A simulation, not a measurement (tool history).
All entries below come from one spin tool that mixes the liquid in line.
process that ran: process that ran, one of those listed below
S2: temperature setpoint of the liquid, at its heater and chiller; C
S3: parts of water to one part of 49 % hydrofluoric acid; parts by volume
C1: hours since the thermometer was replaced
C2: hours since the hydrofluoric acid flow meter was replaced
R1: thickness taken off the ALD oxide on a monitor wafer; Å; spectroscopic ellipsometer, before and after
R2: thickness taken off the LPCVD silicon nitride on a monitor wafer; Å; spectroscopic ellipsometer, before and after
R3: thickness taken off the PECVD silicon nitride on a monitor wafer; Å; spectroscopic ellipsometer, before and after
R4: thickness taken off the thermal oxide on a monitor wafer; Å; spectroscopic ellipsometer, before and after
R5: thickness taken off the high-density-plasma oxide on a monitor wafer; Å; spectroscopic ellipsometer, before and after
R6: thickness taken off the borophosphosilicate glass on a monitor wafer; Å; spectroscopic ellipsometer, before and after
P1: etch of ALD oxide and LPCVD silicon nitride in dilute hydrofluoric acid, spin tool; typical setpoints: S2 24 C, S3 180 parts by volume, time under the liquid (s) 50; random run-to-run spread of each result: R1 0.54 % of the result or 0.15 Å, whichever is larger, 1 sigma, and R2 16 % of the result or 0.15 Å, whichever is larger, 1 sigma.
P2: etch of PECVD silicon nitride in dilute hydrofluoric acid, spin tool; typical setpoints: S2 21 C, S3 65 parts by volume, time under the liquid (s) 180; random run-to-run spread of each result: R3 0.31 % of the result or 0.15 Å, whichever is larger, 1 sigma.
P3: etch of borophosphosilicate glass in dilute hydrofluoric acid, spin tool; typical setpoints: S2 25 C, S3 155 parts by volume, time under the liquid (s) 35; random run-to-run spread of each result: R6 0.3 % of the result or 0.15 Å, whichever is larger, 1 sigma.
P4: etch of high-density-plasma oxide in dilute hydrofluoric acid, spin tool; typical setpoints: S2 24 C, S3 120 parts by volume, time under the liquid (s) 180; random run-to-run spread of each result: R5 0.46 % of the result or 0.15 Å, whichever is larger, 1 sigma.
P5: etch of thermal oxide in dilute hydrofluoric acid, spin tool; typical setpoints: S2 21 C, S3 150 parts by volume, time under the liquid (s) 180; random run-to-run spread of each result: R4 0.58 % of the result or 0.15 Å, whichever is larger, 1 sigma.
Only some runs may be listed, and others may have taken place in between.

{"run": 1, "hour": 14.5, "process that ran": "P1", "S2": 24, "S3": 180, "time under the liquid (s)": 50, "C1": 294.9, "C2": 211.4, "R1": 80.674, "R2": 1.4361}
{"run": 2, "hour": 26.2, "process that ran": "P2", "S2": 21, "S3": 65, "time under the liquid (s)": 180, "C1": 306.6, "C2": 223.1, "R3": 113.97}
{"run": 3, "hour": 34.5, "process that ran": "P5", "S2": 21, "S3": 30, "time under the liquid (s)": 180, "C1": 314.9, "C2": 231.4, "R4": 269.99}
{"run": 4, "hour": 52.5, "process that ran": "P1", "S2": 20.5, "S3": 180, "time under the liquid (s)": 25, "C1": 332.9, "C2": 249.4, "R1": 35.49, "R2": 0.87046}
{"run": 5, "hour": 66.5, "process that ran": "P1", "S2": 24, "S3": 70, "time under the liquid (s)": 50, "C1": 346.9, "C2": 263.4, "R1": 236.77, "R2": 3.5841}
{"run": 6, "hour": 82.1, "process that ran": "P2", "S2": 21, "S3": 65, "time under the liquid (s)": 70, "C1": 362.5, "C2": 279, "R3": 45.083}
{"run": 7, "hour": 91.1, "process that ran": "P4", "S2": 24, "S3": 120, "time under the liquid (s)": 180, "C1": 371.5, "C2": 288, "R5": 74.104}
{"run": 8, "hour": 109.8, "process that ran": "P5", "S2": 21, "S3": 150, "time under the liquid (s)": 180, "C1": 390.2, "C2": 306.7, "R4": 47.35}
{"hour": 125.4, "done": "thermometer replaced"}
{"run": 9, "hour": 126.3, "process that ran": "P1", "S2": 24, "S3": 265, "time under the liquid (s)": 50, "C1": 0.9, "C2": 323.2, "R1": 50.199, "R2": 0.67626}
{"run": 10, "hour": 135.2, "process that ran": "P1", "S2": 24, "S3": 180, "time under the liquid (s)": 80, "C1": 9.8, "C2": 332.1, "R1": 129.91, "R2": 2.9435}
{"run": 11, "hour": 152.3, "process that ran": "P3", "S2": 29, "S3": 155, "time under the liquid (s)": 35, "C1": 26.9, "C2": 349.2, "R6": 157.21}
{"run": 12, "hour": 162.0, "process that ran": "P4", "S2": 29, "S3": 120, "time under the liquid (s)": 180, "C1": 36.6, "C2": 358.9, "R5": 90.015}
{"run": 13, "hour": 180.0, "process that ran": "P3", "S2": 25, "S3": 55, "time under the liquid (s)": 35, "C1": 54.6, "C2": 376.9, "R6": 433.5}
{"run": 14, "hour": 196.3, "process that ran": "P1", "S2": 24, "S3": 180, "time under the liquid (s)": 50, "C1": 70.9, "C2": 393.2, "R1": 80.931, "R2": 1.4996}
{"run": 15, "hour": 207.1, "process that ran": "P3", "S2": 25, "S3": 155, "time under the liquid (s)": 35, "C1": 81.7, "C2": 404, "R6": 135.52}
{"run": 16, "hour": 224.1, "process that ran": "P4", "S2": 24, "S3": 120, "time under the liquid (s)": 55, "C1": 98.7, "C2": 421, "R5": 22.813}
{"run": 17, "hour": 242.8, "process that ran": "P1", "S2": 31.5, "S3": 180, "time under the liquid (s)": 15, "C1": 117.4, "C2": 439.7, "R1": 31.987, "R2": 0.84718}
{"run": 18, "hour": 257.3, "process that ran": "P1", "S2": 24, "S3": 180, "time under the liquid (s)": 50, "C1": 131.9, "C2": 454.2, "R1": 80.427, "R2": 1.1372}
{"run": 19, "hour": 266.6, "process that ran": "P1", "S2": 17, "S3": 180, "time under the liquid (s)": 50, "C1": 141.2, "C2": 463.5, "R1": 62.122, "R2": 0.84198}
{"run": 20, "hour": 278.2, "process that ran": "P1", "S2": 24, "S3": 180, "time under the liquid (s)": 50, "C1": 152.8, "C2": 475.1, "R1": 81.384, "R2": 1.9787}
{"run": 21, "hour": 289.6, "process that ran": "P5", "S2": 27.5, "S3": 150, "time under the liquid (s)": 180, "C1": 164.2, "C2": 486.5, "R4": 60.745}
{"run": 22, "hour": 307.3, "process that ran": "P1", "S2": 24, "S3": 300, "time under the liquid (s)": 15, "C1": 181.9, "C2": 504.2, "R1": 12.99, "R2": 0.34368}
{"run": 23, "hour": 319.8, "process that ran": "P5", "S2": 21, "S3": 150, "time under the liquid (s)": 340, "C1": 194.4, "C2": 516.7, "R4": 89.3}
{"run": 24, "hour": 331.6, "process that ran": "P1", "S2": 24, "S3": 180, "time under the liquid (s)": 50, "C1": 206.2, "C2": 528.5, "R1": 81.349, "R2": 1.4361}
{"run": 25, "hour": 342.5, "process that ran": "P4", "S2": 24, "S3": 120, "time under the liquid (s)": 180, "C1": 217.1, "C2": 539.4, "R5": 74.136}
{"run": 26, "hour": 360.6, "process that ran": "P1", "S2": 28.5, "S3": 180, "time under the liquid (s)": 50, "C1": 235.2, "C2": 557.5, "R1": 95.806, "R2": 2.0549}
{"run": 27, "hour": 368.8, "process that ran": "P3", "S2": 25, "S3": 155, "time under the liquid (s)": 15, "C1": 243.4, "C2": 565.7, "R6": 58}
{"run": 28, "hour": 378.9, "process that ran": "P2", "S2": 17, "S3": 65, "time under the liquid (s)": 180, "C1": 253.5, "C2": 575.8, "R3": 87.202}
{"run": 29, "hour": 392.2, "process that ran": "P1", "S2": 24, "S3": 180, "time under the liquid (s)": 15, "C1": 266.8, "C2": 589.1, "R1": 24.228, "R2": 0.33401}
{"run": 30, "hour": 403.1, "process that ran": "P4", "S2": 24, "S3": 175, "time under the liquid (s)": 180, "C1": 277.7, "C2": 600, "R5": 48.035}
{"run": 31, "hour": 414.1, "process that ran": "P3", "S2": 25, "S3": 155, "time under the liquid (s)": 35, "C1": 288.7, "C2": 611, "R6": 136.32}
{"run": 32, "hour": 423.7, "process that ran": "P2", "S2": 21, "S3": 20, "time under the liquid (s)": 180, "C1": 298.3, "C2": 620.6, "R3": 359.14}
{"run": 33, "hour": 439.4, "process that ran": "P1", "S2": 24, "S3": 180, "time under the liquid (s)": 50, "C1": 314, "C2": 636.3, "R1": 80.534, "R2": 1.33}
{"run": 34, "hour": 451.2, "process that ran": "P1", "S2": 24, "S3": 180, "time under the liquid (s)": 50, "C1": 325.8, "C2": 648.1, "R1": 78.789, "R2": 1.4331}
{"run": 35, "hour": 469.1, "process that ran": "P1", "S2": 24, "S3": 180, "time under the liquid (s)": 50, "C1": 343.7, "C2": 666, "R1": 77.407, "R2": 1.2744}
{"run": 36, "hour": 486.5, "process that ran": "P1", "S2": 24, "S3": 180, "time under the liquid (s)": 50, "C1": 361.1, "C2": 683.4, "R1": 76, "R2": 1.3484}
{"run": 37, "hour": 503.2, "process that ran": "P1", "S2": 24, "S3": 180, "time under the liquid (s)": 50, "C1": 377.8, "C2": 700.1, "R1": 76.459, "R2": 1.2761}
{"run": 38, "hour": 516.2, "process that ran": "P1", "S2": 24, "S3": 180, "time under the liquid (s)": 50, "C1": 390.8, "C2": 713.1, "R1": 76.034, "R2": 1.166}
{"run": 39, "hour": 530.4, "process that ran": "P1", "S2": 24, "S3": 180, "time under the liquid (s)": 50, "C1": 405, "C2": 727.3, "R1": 75.367, "R2": 1.4748}
{"run": 40, "hour": 540.0, "process that ran": "P1", "S2": 24, "S3": 180, "time under the liquid (s)": 50, "C1": 414.6, "C2": 736.9, "R1": 75.889, "R2": 1.417}
{"run": 41, "hour": 551.8, "process that ran": "P1", "S2": 24, "S3": 180, "time under the liquid (s)": 50, "C1": 426.4, "C2": 748.7, "R1": 76.139, "R2": 1.4996}

P1 has crept away from where it was. The log is fitted equally well by each of these 2 causes, at the sizes shown:
A: hydrofluoric acid flow below the setpoint (%) = 5.52
B: liquid colder than its thermometer reads (K) = 1.81
The creep began at about hour 439.4.

Each of the 4 check runs below uses one wafer; its results are left as question marks. Which run tells the causes apart?
{"run": "check 1", "hour": 563.6, "process that ran": "P3", "S2": 25, "S3": 155, "time under the liquid (s)": 35, "R6": "?"}
{"run": "check 2", "hour": 563.6, "process that ran": "P4", "S2": 24, "S3": 120, "time under the liquid (s)": 180, "R5": "?"}
{"run": "check 3", "hour": 563.6, "process that ran": "P5", "S2": 21, "S3": 150, "time under the liquid (s)": 180, "R4": "?"}
{"run": "check 4", "hour": 563.6, "process that ran": "P2", "S2": 21, "S3": 65, "time under the liquid (s)": 180, "R3": "?"}

Predicted outcomes, by check and by cause:
check=check_1 result=R6 if_A=126.79 if_B=126.59
check=check_2 result=R5 if_A=69.5 if_B=69.07
check=check_3 result=R4 if_A=44.26 if_B=43.998
check=check_4 result=R3 if_A=108.62 if_B=101.34
Separation of the two closest causes in each check, using whichever result separates them best: check 1 0.16 %; check 2 0.62 %; check 3 0.59 %; check 4 6.94 %
Check 4 distinguishes between the causes, while the remaining checks would return nearly the same result for all of them.

Check 4 has now been run. It gave: R3 108.49 Å. Which of the candidate causes is it?

The correct cause is A, namely: hydrofluoric acid flow below the setpoint (%).

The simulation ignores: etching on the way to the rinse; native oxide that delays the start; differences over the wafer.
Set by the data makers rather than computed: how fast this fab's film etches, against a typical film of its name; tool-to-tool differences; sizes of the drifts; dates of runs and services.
